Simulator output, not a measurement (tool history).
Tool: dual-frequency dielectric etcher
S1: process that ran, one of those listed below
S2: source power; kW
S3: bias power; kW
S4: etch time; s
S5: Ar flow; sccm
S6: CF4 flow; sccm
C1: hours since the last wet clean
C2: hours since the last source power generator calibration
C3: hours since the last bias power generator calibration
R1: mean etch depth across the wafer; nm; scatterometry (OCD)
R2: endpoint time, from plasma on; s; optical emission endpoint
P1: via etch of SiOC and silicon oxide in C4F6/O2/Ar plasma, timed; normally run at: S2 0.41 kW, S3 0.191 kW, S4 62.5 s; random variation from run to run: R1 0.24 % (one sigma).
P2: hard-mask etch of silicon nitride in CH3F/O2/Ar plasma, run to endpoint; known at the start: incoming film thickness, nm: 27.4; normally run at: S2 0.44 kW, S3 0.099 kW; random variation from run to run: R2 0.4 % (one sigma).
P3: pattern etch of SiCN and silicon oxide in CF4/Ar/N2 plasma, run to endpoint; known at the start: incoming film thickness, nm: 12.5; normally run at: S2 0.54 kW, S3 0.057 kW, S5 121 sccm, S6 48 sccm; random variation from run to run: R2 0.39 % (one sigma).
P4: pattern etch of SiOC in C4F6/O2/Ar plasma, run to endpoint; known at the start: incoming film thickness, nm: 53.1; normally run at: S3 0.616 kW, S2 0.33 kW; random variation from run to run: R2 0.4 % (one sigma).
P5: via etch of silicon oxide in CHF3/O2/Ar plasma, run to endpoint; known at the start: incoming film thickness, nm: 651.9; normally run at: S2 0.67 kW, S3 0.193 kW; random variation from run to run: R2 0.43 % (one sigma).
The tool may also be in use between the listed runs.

run   hour  S1    S2     S3    S4   S5  S6     C1      C2      C3      R1      R2
  1    5.1  P1  0.41  0.191  62.5           200.7    1596  1792.8  72.891
  2     13  P1  0.41  0.191  62.5           208.6  1603.9  1800.7  73.133
  3   20.3  P5  0.67  0.193                 215.9  1611.2    1808          302.21
  4   24.7  P1  0.41  0.249  79.5           220.3  1615.6  1812.4  101.63
      30.5  -- source power generator calibrated
  5   30.6  P3  0.54  0.046        121  48  226.2     0.1  1818.3          15.919
  6   38.9  P2  0.59  0.099                 234.5     8.4  1826.6          30.116
  7     45  P5  0.67  0.193                 240.6    14.5  1832.7          304.48
  8   51.1  P1  0.41  0.149  62.5           246.7    20.6  1838.8  67.335
  9   55.7  P1  0.41  0.191  62.5           251.3    25.2  1843.4   73.17
 10   63.6  P4   0.2  0.616                 259.2    33.1  1851.3          21.806
      64.2  -- bias power generator calibrated
 11   69.5  P4  0.33  0.842                 265.1      39     5.3          16.027
 12   75.8  P1  0.41  0.191  94.5           271.4    45.3    11.6  110.41
 13   81.8  P5  0.67  0.257                 277.4    51.3    17.6          274.66
 14     87  P2  0.44  0.099                 282.6    56.5    22.8          33.688
 15   92.7  P1  0.58  0.191  62.5           288.3    62.2    28.5  83.457
 16  100.1  P3  0.37  0.057        121  48  295.7    69.6    35.9          20.881
 17  107.7  P5  0.39  0.193                 303.3    77.2    43.5          373.66
 18  114.6  P3  0.54  0.057        121  48  310.2    84.1    50.4          14.941
 19  120.9  P4  0.33  0.616                 316.5    90.4    56.7          18.248
 20  124.6  P3  0.54  0.057         75  48  320.2    94.1    60.4          13.728
 21  129.8  P1  0.25  0.191  62.5           325.4    99.3    65.6  60.362
 22  133.8  P3  0.54  0.057        121  64  329.4   103.3    69.6          14.187
 23  140.2  P1  0.41  0.191  62.5           335.8   109.7      76   73.06
 24  145.8  P1  0.41  0.253  62.5           341.4   115.3    81.6  80.348
 25  153.3  P2  0.44  0.099                 348.9   122.8    89.1          33.811
 26  158.5  P1  0.41  0.191  34.5           354.1     128    94.3  40.344
 27  162.8  P4  0.33  0.616                 358.4   132.3    98.6          18.219
 28  167.1  P1  0.41  0.191  62.5           362.7   136.6   102.9  73.227
 29  172.3  P1  0.41  0.191  62.5           367.9   141.8   108.1  73.209
 30  179.9  P2  0.44  0.078                 375.5   149.4   115.7          36.559
 31  183.9  P1  0.41  0.191  62.5           379.5   153.4   119.7  72.881
 32  191.2  P1  0.41  0.191  62.5           386.8   160.7     127  72.603
 33  196.3  P1  0.41  0.191  62.5           391.9   165.8   132.1   72.12
 34  204.2  P1  0.41  0.191  62.5           399.8   173.7     140  72.184
 35  209.8  P1  0.41  0.191  62.5           405.4   179.3   145.6  71.751
     212.2  -- wet clean of the chamber
 36    216  P1  0.41  0.191  62.5             3.8   185.5   151.8  71.951
 37  224.2  P1  0.41  0.191  62.5              12   193.7     160  71.926

What P1 gives has crept away from where it was. These 2 causes fit the log equally well, each at the size given:
A: bias power that arrives under what is set, % = 4.65
B: source power that arrives under what is set, % = 3.91
The creep began at about hour 183.9.
Why every other cause is out:
chamber walls in a state that lowers the etch rate, %: serviced at hour 212.2, which brought nothing back

4 check runs are offered, each on 2 wafers whose results are averaged, their results left as question marks. Which one tells the causes apart?
check 1  232.4  P2  0.56  0.099                               ?
check 2  232.4  P5  0.47  0.193                               ?
check 3  232.4  P4  0.33  0.738                               ?
check 4  232.4  P3  0.54  0.057      78  48                   ?

What each check would give under each cause:
  check  result    if A    if B
check 1      R2  31.236  31.174
check 2      R2  351.93  351.47
check 3      R2  17.241  17.166
check 4      R2  14.009  14.294
How far apart the two closest causes lie, in the result that separates them most: check 1 0.2 %; check 2 0.13 %; check 3 0.44 %; check 4 2.02 %
Only check 4 tells the causes apart: in the others they would give nearly the same result.

Check 4 was then run and gave: R2 14.046 s. Which cause is it?

It is A: bias power that arrives under what is set, %.

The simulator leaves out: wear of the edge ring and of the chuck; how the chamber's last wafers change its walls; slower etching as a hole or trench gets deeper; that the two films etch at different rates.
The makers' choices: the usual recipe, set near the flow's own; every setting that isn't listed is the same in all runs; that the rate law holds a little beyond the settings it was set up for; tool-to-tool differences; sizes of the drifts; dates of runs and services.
